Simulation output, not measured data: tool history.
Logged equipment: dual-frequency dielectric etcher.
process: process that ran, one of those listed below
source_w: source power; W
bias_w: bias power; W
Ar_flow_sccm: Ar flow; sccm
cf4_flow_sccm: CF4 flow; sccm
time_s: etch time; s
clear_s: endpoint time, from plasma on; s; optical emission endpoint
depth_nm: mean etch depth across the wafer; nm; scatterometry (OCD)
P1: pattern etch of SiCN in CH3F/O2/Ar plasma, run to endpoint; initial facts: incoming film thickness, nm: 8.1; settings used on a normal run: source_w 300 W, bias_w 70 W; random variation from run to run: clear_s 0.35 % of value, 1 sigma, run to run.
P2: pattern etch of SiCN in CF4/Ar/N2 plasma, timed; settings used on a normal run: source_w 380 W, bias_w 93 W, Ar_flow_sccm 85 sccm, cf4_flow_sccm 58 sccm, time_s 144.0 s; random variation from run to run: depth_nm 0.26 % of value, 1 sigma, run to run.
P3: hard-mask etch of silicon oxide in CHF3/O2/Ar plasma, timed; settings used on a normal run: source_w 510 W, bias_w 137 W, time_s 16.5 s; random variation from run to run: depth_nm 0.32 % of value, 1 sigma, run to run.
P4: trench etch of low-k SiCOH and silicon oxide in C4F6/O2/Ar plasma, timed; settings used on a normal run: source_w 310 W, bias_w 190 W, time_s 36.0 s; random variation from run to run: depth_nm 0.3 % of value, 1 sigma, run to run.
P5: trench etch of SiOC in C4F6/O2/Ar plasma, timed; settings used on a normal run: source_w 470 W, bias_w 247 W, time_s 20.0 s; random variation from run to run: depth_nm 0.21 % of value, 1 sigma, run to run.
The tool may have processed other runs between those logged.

Run 1, hour 10.8: process P1, source_w 300 W, bias_w 70 W. Result: clear_s 24.183 s.
Run 2, hour 18.1: process P2, source_w 380 W, bias_w 123 W, Ar_flow_sccm 85 sccm, cf4_flow_sccm 58 sccm, time_s 144.0 s. Result: depth_nm 133.020 nm.
Run 3, hour 29.4: process P1, source_w 300 W, bias_w 70 W. Result: clear_s 24.039 s.
Run 4, hour 41.6: process P1, source_w 400 W, bias_w 70 W. Result: clear_s 21.672 s.
Run 5, hour 49.4: process P5, source_w 630 W, bias_w 247 W, time_s 20.0 s. Result: depth_nm 55.552 nm.
Run 6, hour 61.7: process P1, source_w 300 W, bias_w 70 W. Result: clear_s 23.950 s.
Run 7, hour 77.0: process P5, source_w 470 W, bias_w 247 W, time_s 20.0 s. Result: depth_nm 49.757 nm.
Run 8, hour 88.0: process P1, source_w 300 W, bias_w 86 W. Result: clear_s 22.388 s.
Run 9, hour 96.2: process P1, source_w 180 W, bias_w 70 W. Result: clear_s 29.145 s.
Run 10, hour 106.8: process P4, source_w 310 W, bias_w 270 W, time_s 36.0 s. Result: depth_nm 120.480 nm.
Run 11, hour 119.1: process P2, source_w 380 W, bias_w 93 W, Ar_flow_sccm 51 sccm, cf4_flow_sccm 58 sccm, time_s 144.0 s. Result: depth_nm 127.790 nm.
Run 12, hour 135.0: process P5, source_w 470 W, bias_w 345 W, time_s 20.0 s. Result: depth_nm 55.695 nm.
Run 13, hour 142.0: process P4, source_w 410 W, bias_w 190 W, time_s 36.0 s. Result: depth_nm 120.000 nm.
Run 14, hour 154.8: process P1, source_w 180 W, bias_w 50 W. Result: clear_s 32.957 s.
Run 15, hour 164.5: process P3, source_w 510 W, bias_w 177 W, time_s 16.5 s. Result: depth_nm 31.343 nm.
Run 16, hour 179.3: process P2, source_w 380 W, bias_w 93 W, Ar_flow_sccm 85 sccm, cf4_flow_sccm 58 sccm, time_s 79.0 s. Result: depth_nm 65.606 nm.
Run 17, hour 189.4: process P1, source_w 300 W, bias_w 47 W. Result: clear_s 27.711 s.
At hour 200.1: wet clean of the chamber.
Run 18, hour 201.4: process P3, source_w 510 W, bias_w 137 W, time_s 16.5 s. Result: depth_nm 28.509 nm.
Run 19, hour 216.4: process P2, source_w 380 W, bias_w 93 W, Ar_flow_sccm 85 sccm, cf4_flow_sccm 58 sccm, time_s 144.0 s. Result: depth_nm 119.420 nm.
Run 20, hour 226.2: process P1, source_w 300 W, bias_w 70 W. Result: clear_s 24.276 s.
Run 21, hour 239.6: process P4, source_w 310 W, bias_w 190 W, time_s 36.0 s. Result: depth_nm 107.320 nm.
Run 22, hour 250.1: process P5, source_w 470 W, bias_w 247 W, time_s 29.5 s. Result: depth_nm 73.420 nm.
Run 23, hour 257.8: process P2, source_w 510 W, bias_w 93 W, Ar_flow_sccm 85 sccm, cf4_flow_sccm 58 sccm, time_s 144.0 s. Result: depth_nm 154.440 nm.
Run 24, hour 274.0: process P5, source_w 470 W, bias_w 247 W, time_s 20.0 s. Result: depth_nm 49.717 nm.
Run 25, hour 285.4: process P3, source_w 510 W, bias_w 137 W, time_s 16.5 s. Result: depth_nm 28.527 nm.
Run 26, hour 294.1: process P4, source_w 310 W, bias_w 190 W, time_s 27.5 s. Result: depth_nm 82.033 nm.
Run 27, hour 305.1: process P3, source_w 510 W, bias_w 137 W, time_s 20.5 s. Result: depth_nm 35.410 nm.
Run 28, hour 317.7: process P2, source_w 380 W, bias_w 93 W, Ar_flow_sccm 85 sccm, cf4_flow_sccm 40 sccm, time_s 144.0 s. Result: depth_nm 113.430 nm.
Run 29, hour 327.4: process P3, source_w 640 W, bias_w 137 W, time_s 16.5 s. Result: depth_nm 31.117 nm.
Run 30, hour 343.4: process P1, source_w 300 W, bias_w 70 W. Result: clear_s 24.135 s.
Run 31, hour 354.6: process P2, source_w 380 W, bias_w 93 W, Ar_flow_sccm 85 sccm, cf4_flow_sccm 58 sccm, time_s 144.0 s. Result: depth_nm 119.390 nm.
Run 32, hour 363.2: process P1, source_w 300 W, bias_w 70 W. Result: clear_s 24.110 s.
Run 33, hour 371.4: process P1, source_w 300 W, bias_w 70 W. Result: clear_s 23.863 s.
Run 34, hour 380.9: process P1, source_w 300 W, bias_w 70 W. Result: clear_s 23.961 s.
Run 35, hour 388.6: process P1, source_w 300 W, bias_w 70 W. Result: clear_s 23.701 s.
At hour 396.1: wet clean of the chamber.
Run 36, hour 400.9: process P1, source_w 300 W, bias_w 70 W. Result: clear_s 23.686 s.
Run 37, hour 408.5: process P1, source_w 300 W, bias_w 70 W. Result: clear_s 23.670 s.
Run 38, hour 424.8: process P1, source_w 300 W, bias_w 70 W. Result: clear_s 23.600 s.
Run 39, hour 436.8: process P1, source_w 300 W, bias_w 70 W. Result: clear_s 23.669 s.

The log shows P1 creeping away from where it was. Any of the 2 causes listed here, at the size stated for it, fits the log just as well as the others:
A: bias power that arrives over what is set, % = 4.94
B: source power that arrives over what is set, % = 4.75
At approximately hour 363.2, the process output began to creep.
Excluded causes, each with its reason:
chamber walls in a state that raises the etch rate, %: was serviced at hour 396.1, once the creep was under way, yet the earlier output never came back

4 check runs are offered, one wafer each, their results left as question marks. Which one tells the causes apart?
Run check 1, hour 448.8: process P3, source_w 620 W, bias_w 137 W, time_s 16.5 s. Result: depth_nm ?.
Run check 2, hour 448.8: process P4, source_w 310 W, bias_w 253 W, time_s 28.0 s. Result: depth_nm ?.
Run check 3, hour 448.8: process P2, source_w 380 W, bias_w 93 W, Ar_flow_sccm 52 sccm, cf4_flow_sccm 58 sccm, time_s 81.5 s. Result: depth_nm ?.
Run check 4, hour 448.8: process P5, source_w 630 W, bias_w 247 W, time_s 20.0 s. Result: depth_nm ?.

What each check would give under each cause:
  check    result    if A    if B
check 1  depth_nm  31.328  31.413
check 2  depth_nm  93.426  93.518
check 3  depth_nm  73.181  74.957
check 4  depth_nm  56.680  56.796
Per-check spread between the two closest causes, in the result where they differ most: check 1 0.27 %; check 2 0.1 %; check 3 2.4 %; check 4 0.21 %
Only in check 3 would the causes give clearly different results; in the remaining checks their results would be nearly the same.

Check 3 was carried out, with these results: depth_nm 73.105 nm. Which of the listed causes is responsible?

Of the candidate causes, it is A: bias power that arrives over what is set, %.
